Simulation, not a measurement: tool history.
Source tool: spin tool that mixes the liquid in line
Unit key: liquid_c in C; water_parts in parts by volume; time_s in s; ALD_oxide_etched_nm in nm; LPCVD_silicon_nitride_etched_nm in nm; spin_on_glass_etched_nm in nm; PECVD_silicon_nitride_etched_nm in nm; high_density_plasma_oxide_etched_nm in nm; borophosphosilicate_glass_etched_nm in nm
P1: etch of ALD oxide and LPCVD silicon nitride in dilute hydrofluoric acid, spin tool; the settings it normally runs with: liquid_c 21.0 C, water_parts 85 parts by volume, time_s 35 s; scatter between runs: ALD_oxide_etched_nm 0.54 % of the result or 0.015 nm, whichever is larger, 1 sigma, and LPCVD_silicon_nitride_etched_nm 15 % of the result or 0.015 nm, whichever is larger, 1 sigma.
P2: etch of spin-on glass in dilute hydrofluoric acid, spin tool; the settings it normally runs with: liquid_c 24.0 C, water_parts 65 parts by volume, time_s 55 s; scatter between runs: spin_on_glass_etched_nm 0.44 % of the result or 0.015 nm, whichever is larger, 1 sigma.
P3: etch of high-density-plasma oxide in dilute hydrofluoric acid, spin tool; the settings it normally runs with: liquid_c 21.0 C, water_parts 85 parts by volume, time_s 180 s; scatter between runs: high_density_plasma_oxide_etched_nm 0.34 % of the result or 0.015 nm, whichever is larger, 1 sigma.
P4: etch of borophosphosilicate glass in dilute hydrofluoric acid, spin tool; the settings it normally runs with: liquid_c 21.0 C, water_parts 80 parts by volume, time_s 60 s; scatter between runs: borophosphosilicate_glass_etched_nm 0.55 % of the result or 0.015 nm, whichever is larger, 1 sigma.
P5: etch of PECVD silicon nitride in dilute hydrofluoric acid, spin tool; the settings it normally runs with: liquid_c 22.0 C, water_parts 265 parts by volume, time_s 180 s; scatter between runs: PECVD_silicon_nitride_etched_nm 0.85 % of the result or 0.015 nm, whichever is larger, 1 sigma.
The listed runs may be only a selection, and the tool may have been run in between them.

| run | hour | process | liquid_c | water_parts | time_s | hours since the thermometer was replaced | hours since the hydrofluoric acid flow meter was replaced | ALD_oxide_etched_nm | LPCVD_silicon_nitride_etched_nm | spin_on_glass_etched_nm | PECVD_silicon_nitride_etched_nm | high_density_plasma_oxide_etched_nm | borophosphosilicate_glass_etched_nm |
|---|---|---|---|---|---|---|---|---|---|---|---|---|---|
| 1 | 6.4 | P1 | 21.0 | 85 | 35 | 599.2 | 1601.3 | 12.2960 | 0.184800 |  |  |  |  |
| 2 | 12.2 | P2 | 24.0 | 110 | 55 | 605.0 | 1607.1 |  |  | 27.180 |  |  |  |
| 3 | 22.6 | P5 | 22.0 | 420 | 180 | 615.4 | 1617.5 |  |  |  | 1.8311 |  |  |
| 4 | 32.8 | P5 | 25.5 | 265 | 180 | 625.6 | 1627.7 |  |  |  | 3.7167 |  |  |
| 5 | 44.2 | P2 | 17.0 | 65 | 55 | 637.0 | 1639.1 |  |  | 36.418 |  |  |  |
| 6 | 50.4 | P1 | 21.0 | 85 | 55 | 643.2 | 1645.3 | 19.5160 | 0.259150 |  |  |  |  |
| 7 | 60.6 | P1 | 17.0 | 85 | 35 | 653.4 | 1655.5 | 10.4080 | 0.118480 |  |  |  |  |
| 8 | 71.3 | P5 | 22.0 | 265 | 70 | 664.1 | 1666.2 |  |  |  | 1.1694 |  |  |
| 9 | 80.6 | P1 | 21.0 | 85 | 35 | 673.4 | 1675.5 | 12.3090 | 0.170190 |  |  |  |  |
| 10 | 90.5 | P3 | 21.0 | 45 | 180 | 683.3 | 1685.4 |  |  |  |  | 23.1170 |  |
| 11 | 98.3 | P4 | 26.0 | 80 | 60 | 691.1 | 1693.2 |  |  |  |  |  | 24.433 |
| 12 | 106.0 | P1 | 17.0 | 135 | 35 | 698.8 | 1700.9 | 6.3001 | 0.068437 |  |  |  |  |
| 13 | 116.8 | P1 | 27.5 | 85 | 35 | 709.6 | 1711.7 | 16.0490 | 0.238320 |  |  |  |  |
| 14 | 125.7 | P1 | 21.0 | 85 | 35 | 718.5 | 1720.6 | 12.2790 | 0.154260 |  |  |  |  |
| 15 | 134.1 | P4 | 21.0 | 25 | 60 | 726.9 | 1729.0 |  |  |  |  |  | 68.447 |
| 16 | 147.2 | P1 | 21.0 | 85 | 35 | 740.0 | 1742.1 | 12.4260 | 0.185270 |  |  |  |  |
| 17 | 158.2 | P2 | 24.0 | 65 | 95 | 751.0 | 1753.1 |  |  | 83.761 |  |  |  |
| 18 | 164.2 | P4 | 21.0 | 80 | 110 | 757.0 | 1759.1 |  |  |  |  |  | 36.670 |
| 19 | 174.3 | P1 | 21.0 | 85 | 35 | 767.1 | 1769.2 | 12.4730 | 0.199230 |  |  |  |  |
| 20 | 181.6 | P4 | 21.0 | 80 | 60 | 774.4 | 1776.5 |  |  |  |  |  | 20.126 |
| 21 | 187.5 | P1 | 21.0 | 85 | 15 | 780.3 | 1782.4 | 5.2539 | 0.047154 |  |  |  |  |
| 22 | 193.3 | P3 | 28.5 | 85 | 180 | 786.1 | 1788.2 |  |  |  |  | 15.8020 |  |
| 23 | 199.3 | P3 | 21.0 | 85 | 180 | 792.1 | 1794.2 |  |  |  |  | 11.7060 |  |
| 24 | 210.9 | P2 | 24.0 | 65 | 55 | 803.7 | 1805.8 |  |  | 48.740 |  |  |  |
| 25 | 224.0 | P1 | 21.0 | 40 | 35 | 816.8 | 1818.9 | 28.0160 | 0.296480 |  |  |  |  |
| 26 | 236.1 | P1 | 21.0 | 85 | 35 | 828.9 | 1831.0 | 12.4470 | 0.214520 |  |  |  |  |
| 27 | 246.9 | P1 | 28.5 | 25 | 35 | 839.7 | 1841.8 | 62.2310 | 0.970970 |  |  |  |  |
| 28 | 259.9 | P3 | 21.0 | 85 | 45 | 852.7 | 1854.8 |  |  |  |  | 2.9147 |  |
| 29 | 270.5 | P1 | 21.0 | 130 | 35 | 863.3 | 1865.4 | 7.6844 | 0.105210 |  |  |  |  |
| 30 | 280.6 | P1 | 17.0 | 140 | 35 | 873.4 | 1875.5 | 6.0147 | 0.084323 |  |  |  |  |
| 31 | 286.6 | P5 | 22.0 | 265 | 180 | 879.4 | 1881.5 |  |  |  | 2.9377 |  |  |
| 32 | 297.1 | P1 | 21.0 | 85 | 35 | 889.9 | 1892.0 | 12.4320 | 0.190040 |  |  |  |  |
| 33 | 303.8 | P1 | 21.0 | 85 | 35 | 896.6 | 1898.7 | 12.0970 | 0.179910 |  |  |  |  |
| 34 | 316.1 | P1 | 21.0 | 85 | 35 | 908.9 | 1911.0 | 11.7370 | 0.173850 |  |  |  |  |
| 35 | 323.3 | P1 | 21.0 | 85 | 35 | 916.1 | 1918.2 | 11.6520 | 0.118500 |  |  |  |  |
| 36 | 335.8 | P1 | 21.0 | 85 | 35 | 928.6 | 1930.7 | 11.6110 | 0.164140 |  |  |  |  |
| 37 | 341.9 | P1 | 21.0 | 85 | 35 | 934.7 | 1936.8 | 11.5750 | 0.127250 |  |  |  |  |
| 38 | 354.2 | P1 | 21.0 | 85 | 35 | 947.0 | 1949.1 | 11.2980 | 0.137720 |  |  |  |  |
| 39 | 362.9 | P1 | 21.0 | 85 | 35 | 955.7 | 1957.8 | 11.4960 | 0.114180 |  |  |  |  |

The log shows P1 creeping away from where it was. Any of the 2 causes listed here, at the size stated for it, fits the log just as well as the others:
A: liquid colder than its thermometer reads (K) = 1.86
B: hydrofluoric acid flow below the setpoint (%) = 6.73
The gradual shift began around hour 297.1.

Consider the 4 check runs below, whose results appear as question marks and each of which averages 3 wafers. Which one distinguishes the causes, in that each cause would give it a clearly different result?
| check 1 | 371.6 | P3 | 21.0 | 85 | 180 |  |  |  |  |  |  | ? |  |
| check 2 | 371.6 | P5 | 22.0 | 265 | 180 |  |  |  |  |  | ? |  |  |
| check 3 | 371.6 | P2 | 24.0 | 65 | 55 |  |  |  |  | ? |  |  |  |
| check 4 | 371.6 | P4 | 21.0 | 80 | 60 |  |  |  |  |  |  |  | ? |

If the cause were each of the candidates in turn, the checks would give the following:
| check | result | if A | if B |
|---|---|---|---|
| check 1 | high_density_plasma_oxide_etched_nm | 10.8420 | 10.8450 |
| check 2 | PECVD_silicon_nitride_etched_nm | 2.5962 | 2.7293 |
| check 3 | spin_on_glass_etched_nm | 45.077 | 45.099 |
| check 4 | borophosphosilicate_glass_etched_nm | 18.560 | 18.577 |
Smallest distance between any two causes, each pair judged by its most separating result, in per cent: check 1 0.03 %; check 2 5 %; check 3 0.05 %; check 4 0.09 %
Only check 2 tells the causes apart: in the others they would give nearly the same result.

After running check 2, the following was obtained: PECVD_silicon_nitride_etched_nm 2.5893 nm. Which cause does this point to?

Of the candidate causes, it is A: liquid colder than its thermometer reads (K).
